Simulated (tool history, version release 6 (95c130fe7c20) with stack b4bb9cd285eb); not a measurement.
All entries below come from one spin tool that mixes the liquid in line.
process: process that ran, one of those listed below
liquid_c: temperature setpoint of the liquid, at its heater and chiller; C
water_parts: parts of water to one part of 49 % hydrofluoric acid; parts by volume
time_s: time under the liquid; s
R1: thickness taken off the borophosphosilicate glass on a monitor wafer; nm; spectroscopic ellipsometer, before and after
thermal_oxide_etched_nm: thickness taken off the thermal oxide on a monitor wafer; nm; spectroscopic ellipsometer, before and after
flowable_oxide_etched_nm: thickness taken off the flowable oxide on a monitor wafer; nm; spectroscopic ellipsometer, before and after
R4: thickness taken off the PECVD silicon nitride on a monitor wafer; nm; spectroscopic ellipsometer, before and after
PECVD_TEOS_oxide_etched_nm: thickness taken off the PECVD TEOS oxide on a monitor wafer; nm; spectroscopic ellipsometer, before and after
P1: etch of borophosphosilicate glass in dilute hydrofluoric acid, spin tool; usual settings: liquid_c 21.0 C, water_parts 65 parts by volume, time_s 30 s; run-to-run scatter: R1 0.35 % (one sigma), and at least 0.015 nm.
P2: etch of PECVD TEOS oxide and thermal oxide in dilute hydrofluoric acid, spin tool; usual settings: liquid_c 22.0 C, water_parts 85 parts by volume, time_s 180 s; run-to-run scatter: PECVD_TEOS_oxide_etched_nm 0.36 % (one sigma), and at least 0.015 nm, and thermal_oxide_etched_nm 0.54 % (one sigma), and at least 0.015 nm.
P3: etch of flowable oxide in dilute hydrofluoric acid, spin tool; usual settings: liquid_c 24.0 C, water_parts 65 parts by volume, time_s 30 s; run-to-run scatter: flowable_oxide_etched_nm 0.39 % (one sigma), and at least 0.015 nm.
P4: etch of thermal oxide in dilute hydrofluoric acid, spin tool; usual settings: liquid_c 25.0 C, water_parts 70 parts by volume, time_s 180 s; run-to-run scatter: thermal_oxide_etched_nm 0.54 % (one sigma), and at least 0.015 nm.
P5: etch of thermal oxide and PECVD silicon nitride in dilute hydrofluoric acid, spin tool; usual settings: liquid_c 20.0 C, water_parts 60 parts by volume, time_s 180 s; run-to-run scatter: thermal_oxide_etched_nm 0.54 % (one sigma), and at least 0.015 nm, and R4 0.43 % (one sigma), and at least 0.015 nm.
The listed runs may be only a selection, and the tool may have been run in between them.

{"run": 1, "day": 0.238, "process": "P1", "liquid_c": 21.0, "water_parts": 65, "time_s": 30, "R1": 19.713}
{"run": 2, "day": 0.358, "process": "P1", "liquid_c": 21.0, "water_parts": 65, "time_s": 30, "R1": 19.887}
{"run": 3, "day": 0.621, "process": "P4", "liquid_c": 25.0, "water_parts": 40, "time_s": 180, "thermal_oxide_etched_nm": 24.552}
{"run": 4, "day": 0.738, "process": "P4", "liquid_c": 25.0, "water_parts": 70, "time_s": 180, "thermal_oxide_etched_nm": 13.487}
{"run": 5, "day": 1.004, "process": "P1", "liquid_c": 24.5, "water_parts": 105, "time_s": 30, "R1": 13.485}
{"run": 6, "day": 1.267, "process": "P1", "liquid_c": 21.0, "water_parts": 65, "time_s": 15, "R1": 9.8575}
{"run": 7, "day": 1.483, "process": "P1", "liquid_c": 21.0, "water_parts": 65, "time_s": 30, "R1": 19.739}
{"run": 8, "day": 1.75, "process": "P1", "liquid_c": 21.0, "water_parts": 110, "time_s": 30, "R1": 11.161}
{"run": 9, "day": 1.958, "process": "P4", "liquid_c": 25.0, "water_parts": 70, "time_s": 180, "thermal_oxide_etched_nm": 13.677}
{"run": 10, "day": 2.146, "process": "P3", "liquid_c": 24.0, "water_parts": 65, "time_s": 30, "flowable_oxide_etched_nm": 23.477}
{"run": 11, "day": 2.4, "process": "P5", "liquid_c": 20.0, "water_parts": 60, "time_s": 180, "thermal_oxide_etched_nm": 12.043, "R4": 12.889}
{"run": 12, "day": 2.617, "process": "P3", "liquid_c": 24.0, "water_parts": 65, "time_s": 50, "flowable_oxide_etched_nm": 39.257}
{"run": 13, "day": 2.779, "process": "P5", "liquid_c": 20.0, "water_parts": 20, "time_s": 180, "thermal_oxide_etched_nm": 38.283, "R4": 37.528}
{"run": 14, "day": 3.046, "process": "P3", "liquid_c": 29.5, "water_parts": 65, "time_s": 30, "flowable_oxide_etched_nm": 29.488}
{"run": 15, "day": 3.279, "process": "P3", "liquid_c": 24.0, "water_parts": 105, "time_s": 30, "flowable_oxide_etched_nm": 13.744}
{"run": 16, "day": 3.471, "process": "P1", "liquid_c": 21.0, "water_parts": 65, "time_s": 30, "R1": 19.68}
{"run": 17, "day": 3.704, "process": "P1", "liquid_c": 21.0, "water_parts": 65, "time_s": 30, "R1": 19.69}
{"run": 18, "day": 3.829, "process": "P2", "liquid_c": 22.0, "water_parts": 85, "time_s": 180, "thermal_oxide_etched_nm": 9.7161, "PECVD_TEOS_oxide_etched_nm": 36.584}
{"run": 19, "day": 4.088, "process": "P5", "liquid_c": 17.0, "water_parts": 60, "time_s": 180, "thermal_oxide_etched_nm": 10.623, "R4": 10.482}
{"run": 20, "day": 4.288, "process": "P1", "liquid_c": 17.0, "water_parts": 65, "time_s": 30, "R1": 16.596}
{"run": 21, "day": 4.496, "process": "P3", "liquid_c": 24.0, "water_parts": 65, "time_s": 30, "flowable_oxide_etched_nm": 23.357}
{"run": 22, "day": 4.717, "process": "P1", "liquid_c": 21.0, "water_parts": 30, "time_s": 30, "R1": 44.66}
{"run": 23, "day": 4.85, "process": "P4", "liquid_c": 25.0, "water_parts": 70, "time_s": 45, "thermal_oxide_etched_nm": 3.3729}
{"run": 24, "day": 5.012, "process": "P2", "liquid_c": 22.0, "water_parts": 85, "time_s": 95, "thermal_oxide_etched_nm": 5.1468, "PECVD_TEOS_oxide_etched_nm": 19.439}
{"run": 25, "day": 5.238, "process": "P1", "liquid_c": 21.0, "water_parts": 65, "time_s": 45, "R1": 29.628}
{"run": 26, "day": 5.462, "process": "P2", "liquid_c": 22.0, "water_parts": 130, "time_s": 180, "thermal_oxide_etched_nm": 6.0751, "PECVD_TEOS_oxide_etched_nm": 22.6}
{"run": 27, "day": 5.662, "process": "P5", "liquid_c": 20.0, "water_parts": 60, "time_s": 180, "thermal_oxide_etched_nm": 12.184, "R4": 12.974}
{"run": 28, "day": 5.825, "process": "P2", "liquid_c": 22.0, "water_parts": 85, "time_s": 180, "thermal_oxide_etched_nm": 9.7901, "PECVD_TEOS_oxide_etched_nm": 36.57}
{"run": 29, "day": 6.062, "process": "P1", "liquid_c": 21.0, "water_parts": 65, "time_s": 30, "R1": 19.621}
{"run": 30, "day": 6.296, "process": "P4", "liquid_c": 20.5, "water_parts": 70, "time_s": 180, "thermal_oxide_etched_nm": 11.381}

What will run 31 give?
{"run": 31, "day": 6.504, "process": "P1", "liquid_c": 27.0, "water_parts": 65, "time_s": 30, "R1": "?"}

{"run 31": {"R1": 25.348}}
